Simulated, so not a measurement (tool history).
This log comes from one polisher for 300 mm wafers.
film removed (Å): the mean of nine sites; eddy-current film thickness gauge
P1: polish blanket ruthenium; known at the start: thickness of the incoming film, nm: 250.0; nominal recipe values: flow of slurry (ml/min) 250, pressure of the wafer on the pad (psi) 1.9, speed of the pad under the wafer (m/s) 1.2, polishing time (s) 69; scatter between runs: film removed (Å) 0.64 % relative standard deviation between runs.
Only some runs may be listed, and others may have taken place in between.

run    day  flow of slurry (ml/min)  pressure of the wafer on the pad (psi)  speed of the pad under the wafer (m/s)  polishing time (s)  film removed (Å)
  1   0.35                      250                                     1.9                                     1.2                  69            878.24
  2  0.558                      190                                     2.8                                     1.2                  69            1238.4
  3  0.908                      250                                       1                                     1.2                  69            458.89
  4  1.254                      250                                     1.9                                     1.2                 102            1302.3
  5  1.554                      150                                     1.9                                     1.2                  69            812.14
  6  1.767                      150                                     1.9                                     1.2                  98            1154.1
  7  2.083                      250                                     1.9                                    0.62                  69            455.55
  8  2.517                      350                                     1.9                                     1.2                  69            895.06
  9  2.717                      250                                     1.9                                     1.2                  69            869.44
 10  3.117                      250                                     1.4                                     1.2                  91            844.73
     3.196  -- worn pad replaced by a new one
 11  3.525                      250                                     1.9                                     1.2                  69            878.31
 12  3.771                      250                                     1.9                                     1.2                  34             427.8
 13  4.196                      250                                     1.9                                     1.2                  69            874.61
 14  4.475                      250                                     1.9                                    1.86                  69            1358.8
 15  4.833                      250                                       3                                     1.2                  69            1375.6
 16  5.029                      250                                     1.9                                     1.2                  69            873.48
 17  5.312                      250                                     1.9                                     1.2                  69            870.82
 18    5.5                      250                                     1.9                                     1.2                  69            876.65
 19    5.9                      250                                     1.9                                     1.2                  69            848.72

Predict the results of run 20:
 20  6.308                      250                                     1.9                                     1.2                  69                 ?

{"run 20": {"film removed (Å)": 847.01}}
